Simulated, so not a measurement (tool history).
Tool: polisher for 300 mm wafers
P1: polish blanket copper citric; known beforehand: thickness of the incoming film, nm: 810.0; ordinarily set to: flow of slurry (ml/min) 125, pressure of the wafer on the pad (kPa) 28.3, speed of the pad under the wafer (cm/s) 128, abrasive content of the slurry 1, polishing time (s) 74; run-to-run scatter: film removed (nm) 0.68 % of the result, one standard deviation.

run   hour  flow of slurry (ml/min)  pressure of the wafer on the pad (kPa)  speed of the pad under the wafer (cm/s)  abrasive content of the slurry  polishing time (s)  wafers polished on this pad  hours since the slurry nozzle was cleaned  hours since the head pressure was calibrated  hours since the slurry blender was calibrated  film removed (nm)
  1    6.5                      125                                    28.3                                      128                               1                  74                          290                                      162.6                                           228                                          207.5             257.72
  2   12.1                      125                                    28.3                                      192                               1                  74                          329                                      168.2                                         233.6                                          213.1             376.43
  3   17.5                      125                                    13.8                                      128                               1                  74                          367                                      173.6                                           239                                          218.5             123.19
  4   26.4                      125                                    28.3                                      128                             1.4                  74                          430                                      182.5                                         247.9                                          227.4             269.06
  5   31.4                      125                                    44.8                                      128                               1                  74                          465                                      187.5                                         252.9                                          232.4             400.82
  6   41.5                       75                                    28.3                                       90                               1                  74                          536                                      197.6                                           263                                          242.5             158.38
  7   51.7                      125                                    14.5                                      128                            1.35                  74                          608                                      207.8                                         273.2                                          252.7             140.97
  8   59.7                      125                                    28.3                                      128                               1                 104                          664                                      215.8                                         281.2                                          260.7             357.39
  9   68.4                       75                                    28.3                                      128                               1                  74                          725                                      224.5                                         289.9                                          269.4             222.39
 10   75.5                      125                                    28.3                                       68                               1                  74                          775                                      231.6                                           297                                          276.5             136.05
 11   81.5                      125                                    28.3                                      128                               1                  74                          817                                      237.6                                           303                                          282.5              254.9
 12   90.1                      125                                    28.3                                      128                               1                  74                          877                                      246.2                                         311.6                                          291.1             256.61
 13   98.2                      125                                    28.3                                      128                               1                  74                          934                                      254.3                                         319.7                                          299.2             254.63
 14  105.6                      125                                    28.3                                      128                               1                  33                          986                                      261.7                                         327.1                                          306.6             112.72
 15  112.3                      125                                    28.3                                      128                            0.55                  74                         1033                                      268.4                                         333.8                                          313.3              225.3
 16  119.6                      125                                    28.3                                      128                               1                  74                         1085                                      275.7                                         341.1                                          320.6             253.82
 17    129                      125                                    28.3                                      128                               1                  74                         1151                                      285.1                                         350.5                                            330             252.86
 18  136.1                      200                                    28.3                                      128                               1                  74                         1201                                      292.2                                         357.6                                          337.1             275.09
 19  143.3                      125                                    28.3                                      128                               1                  74                         1251                                      299.4                                         364.8                                          344.3              255.9
 20  153.1                      125                                    28.3                                      128                               1                  74                         1320                                      309.2                                         374.6                                          354.1             245.69
 21  158.5                      125                                    28.3                                      128                               1                  74                         1358                                      314.6                                           380                                          359.5              240.4
 22  163.5                      125                                    28.3                                      128                               1                  74                         1393                                      319.6                                           385                                          364.5             236.93
 23  168.9                      125                                    28.3                                      128                               1                  74                         1431                                        325                                         390.4                                          369.9             236.58
 24    174                      125                                    28.3                                      128                               1                  74                         1467                                      330.1                                         395.5                                            375             234.17
     178.9  -- head pressure recalibrated
     179.8  -- slurry blender recalibrated
 25  181.7                      125                                    28.3                                      128                               1                  74                         1521                                      337.8                                           2.9                                            1.9             230.81
 26  191.8                      125                                    28.3                                      128                               1                  74                         1592                                      347.9                                            13                                             12             232.02
 27  202.1                      125                                    28.3                                      128                               1                  74                         1664                                      358.2                                          23.3                                           22.3             232.44
 28  210.4                      125                                    28.3                                      128                               1                  74                         1723                                      366.5                                          31.6                                           30.6             231.27

P1 has crept away from where it was. The log is fitted equally well by each of these 2 causes, at the sizes shown:
A: slurry flow missing at the pad, % = 31.1
B: removal rate lost through wear of the pad, % = 8.65
The onset of the drift is placed at about hour 143.3.
Excluded causes, each with its reason:
head's pressure below its setpoint, %: serviced at hour 178.9, after the drift had started, without restoring the earlier output
abrasive missing from the slurry, %: serviced at hour 179.8, after the drift had started, without restoring the earlier output

You are offered 4 check runs, listed below with question marks in place of their results; each one averages 3 wafers. Which run separates the listed causes by giving clearly different results for each?
check 1  218.7                      125                                    13.8                                      128                             0.6                  74                                                                                                                                                                                       ?
check 2  218.7                      125                                    28.3                                       70                               1                  36                                                                                                                                                                                       ?
check 3  218.7                      190                                    28.3                                      128                               1                  74                                                                                                                                                                                       ?
check 4  218.7                      125                                    28.3                                      180                             0.6                  74                                                                                                                                                                                       ?

Predicted outcomes, by check and by cause:
  check             result    if A    if B
check 1  film removed (nm)  103.29   103.3
check 2  film removed (nm)   62.45  62.452
check 3  film removed (nm)  256.41  249.18
check 4  film removed (nm)  292.31  292.32
Minimum pairwise separation of causes per check, each pair taken at its best-separating result: check 1 0 %; check 2 0 %; check 3 2.86 %; check 4 0 %
Check 3 is the one run that separates the causes; every other check would come out nearly the same whichever cause is at work.

The results of check 3 are: film removed (nm) 250.28. Based on these, which of the listed causes is it?

The cause is B: removal rate lost through wear of the pad, %.
